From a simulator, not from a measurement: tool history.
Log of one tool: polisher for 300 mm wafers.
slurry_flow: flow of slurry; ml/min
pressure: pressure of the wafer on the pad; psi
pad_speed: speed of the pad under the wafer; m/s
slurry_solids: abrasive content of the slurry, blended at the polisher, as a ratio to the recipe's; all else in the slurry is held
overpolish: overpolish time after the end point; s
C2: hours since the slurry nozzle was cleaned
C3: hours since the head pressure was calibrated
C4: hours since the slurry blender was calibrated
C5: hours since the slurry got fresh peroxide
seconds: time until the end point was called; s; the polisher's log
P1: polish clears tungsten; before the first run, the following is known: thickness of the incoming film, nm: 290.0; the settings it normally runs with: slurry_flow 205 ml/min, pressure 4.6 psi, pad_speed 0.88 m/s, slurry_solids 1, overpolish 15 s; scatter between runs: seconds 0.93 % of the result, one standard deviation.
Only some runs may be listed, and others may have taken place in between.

Run 1, hour 9.5: slurry_flow 205 ml/min, pressure 4.6 psi, pad_speed 0.88 m/s, slurry_solids 1, overpolish 15 s; wafers polished on this pad 550; C2 187.8; C3 557.6; C4 88.9; C5 80.8. Result: seconds 47.404 s.
Run 2, hour 18.7: slurry_flow 205 ml/min, pressure 4.6 psi, pad_speed 0.52 m/s, slurry_solids 1, overpolish 15 s; wafers polished on this pad 687; C2 197; C3 566.8; C4 98.1; C5 90. Result: seconds 82.156 s.
Run 3, hour 24.2: slurry_flow 205 ml/min, pressure 6 psi, pad_speed 1.24 m/s, slurry_solids 1, overpolish 15 s; wafers polished on this pad 769; C2 202.5; C3 572.3; C4 103.6; C5 95.5. Result: seconds 26.105 s.
Run 4, hour 34.4: slurry_flow 205 ml/min, pressure 3.3 psi, pad_speed 0.88 m/s, slurry_solids 1, overpolish 15 s; wafers polished on this pad 920; C2 212.7; C3 582.5; C4 113.8; C5 105.7. Result: seconds 65.93 s.
Run 5, hour 40.4: slurry_flow 205 ml/min, pressure 4.6 psi, pad_speed 1.2 m/s, slurry_solids 1, overpolish 15 s; wafers polished on this pad 1010; C2 218.7; C3 588.5; C4 119.8; C5 111.7. Result: seconds 34.908 s.
At hour 44.1: head pressure recalibrated.
Run 6, hour 50: slurry_flow 205 ml/min, pressure 4.6 psi, pad_speed 0.88 m/s, slurry_solids 1.45, overpolish 15 s; wafers polished on this pad 1152; C2 228.3; C3 5.9; C4 129.4; C5 121.3. Result: seconds 43.22 s.
Run 7, hour 57.4: slurry_flow 205 ml/min, pressure 4.6 psi, pad_speed 0.88 m/s, slurry_solids 0.75, overpolish 6 s; wafers polished on this pad 1262; C2 235.7; C3 13.3; C4 136.8; C5 128.7. Result: seconds 50.754 s.
Run 8, hour 63.6: slurry_flow 205 ml/min, pressure 4.6 psi, pad_speed 1.32 m/s, slurry_solids 1, overpolish 24 s; wafers polished on this pad 1354; C2 241.9; C3 19.5; C4 143; C5 134.9. Result: seconds 31.824 s.
Run 9, hour 69.6: slurry_flow 205 ml/min, pressure 4.6 psi, pad_speed 0.88 m/s, slurry_solids 1, overpolish 15 s; wafers polished on this pad 1443; C2 247.9; C3 25.5; C4 149; C5 140.9. Result: seconds 47.862 s.
Run 10, hour 74.5: slurry_flow 205 ml/min, pressure 6.7 psi, pad_speed 0.88 m/s, slurry_solids 1, overpolish 15 s; wafers polished on this pad 1516; C2 252.8; C3 30.4; C4 153.9; C5 145.8. Result: seconds 32.735 s.
Run 11, hour 85.3: slurry_flow 285 ml/min, pressure 4.6 psi, pad_speed 0.88 m/s, slurry_solids 1, overpolish 15 s; wafers polished on this pad 1677; C2 263.6; C3 41.2; C4 164.7; C5 156.6. Result: seconds 45.534 s.
Run 12, hour 93.8: slurry_flow 205 ml/min, pressure 4.6 psi, pad_speed 0.88 m/s, slurry_solids 1, overpolish 15 s; wafers polished on this pad 1803; C2 272.1; C3 49.7; C4 173.2; C5 165.1. Result: seconds 47.365 s.
Run 13, hour 98.9: slurry_flow 205 ml/min, pressure 4.6 psi, pad_speed 0.88 m/s, slurry_solids 1, overpolish 30 s; wafers polished on this pad 1879; C2 277.2; C3 54.8; C4 178.3; C5 170.2. Result: seconds 47.826 s.
Run 14, hour 106: slurry_flow 205 ml/min, pressure 4.6 psi, pad_speed 0.88 m/s, slurry_solids 0.5, overpolish 15 s; wafers polished on this pad 1984; C2 284.3; C3 61.9; C4 185.4; C5 177.3. Result: seconds 55.397 s.
Run 15, hour 112.8: slurry_flow 125 ml/min, pressure 4.6 psi, pad_speed 0.88 m/s, slurry_solids 1, overpolish 15 s; wafers polished on this pad 2085; C2 291.1; C3 68.7; C4 192.2; C5 184.1. Result: seconds 51.693 s.
Run 16, hour 117.8: slurry_flow 205 ml/min, pressure 4.6 psi, pad_speed 0.88 m/s, slurry_solids 1, overpolish 4 s; wafers polished on this pad 2160; C2 296.1; C3 73.7; C4 197.2; C5 189.1. Result: seconds 47.672 s.
Run 17, hour 124.5: slurry_flow 205 ml/min, pressure 4.6 psi, pad_speed 0.88 m/s, slurry_solids 1, overpolish 15 s; wafers polished on this pad 2259; C2 302.8; C3 80.4; C4 203.9; C5 195.8. Result: seconds 48.137 s.
Run 18, hour 134.9: slurry_flow 205 ml/min, pressure 4.6 psi, pad_speed 0.88 m/s, slurry_solids 1, overpolish 15 s; wafers polished on this pad 2414; C2 313.2; C3 90.8; C4 214.3; C5 206.2. Result: seconds 48.433 s.
Run 19, hour 144.4: slurry_flow 205 ml/min, pressure 4.6 psi, pad_speed 0.88 m/s, slurry_solids 1, overpolish 15 s; wafers polished on this pad 2555; C2 322.7; C3 100.3; C4 223.8; C5 215.7. Result: seconds 49.264 s.
Run 20, hour 151.1: slurry_flow 205 ml/min, pressure 4.6 psi, pad_speed 0.88 m/s, slurry_solids 1, overpolish 15 s; wafers polished on this pad 2655; C2 329.4; C3 107; C4 230.5; C5 222.4. Result: seconds 50.368 s.
At hour 152.8: head pressure recalibrated.
At hour 153.7: worn pad replaced by a new one.
At hour 154.4: slurry blender recalibrated.
Run 21, hour 157: slurry_flow 205 ml/min, pressure 4.6 psi, pad_speed 0.88 m/s, slurry_solids 1, overpolish 15 s; wafers polished on this pad 49; C2 335.3; C3 4.3; C4 2.7; C5 228.3. Result: seconds 50.813 s.
Run 22, hour 166.8: slurry_flow 205 ml/min, pressure 4.6 psi, pad_speed 0.88 m/s, slurry_solids 1, overpolish 15 s; wafers polished on this pad 194; C2 345.1; C3 14.1; C4 12.5; C5 238.1. Result: seconds 51.456 s.

Run 23 is up next; what results do you expect?
Run 23, hour 173.4: slurry_flow 205 ml/min, pressure 4.6 psi, pad_speed 0.88 m/s, slurry_solids 1, overpolish 15 s; wafers polished on this pad 292; C2 351.7; C3 20.7; C4 19.1; C5 244.7. Result: seconds ?.

seconds: 50.639 s
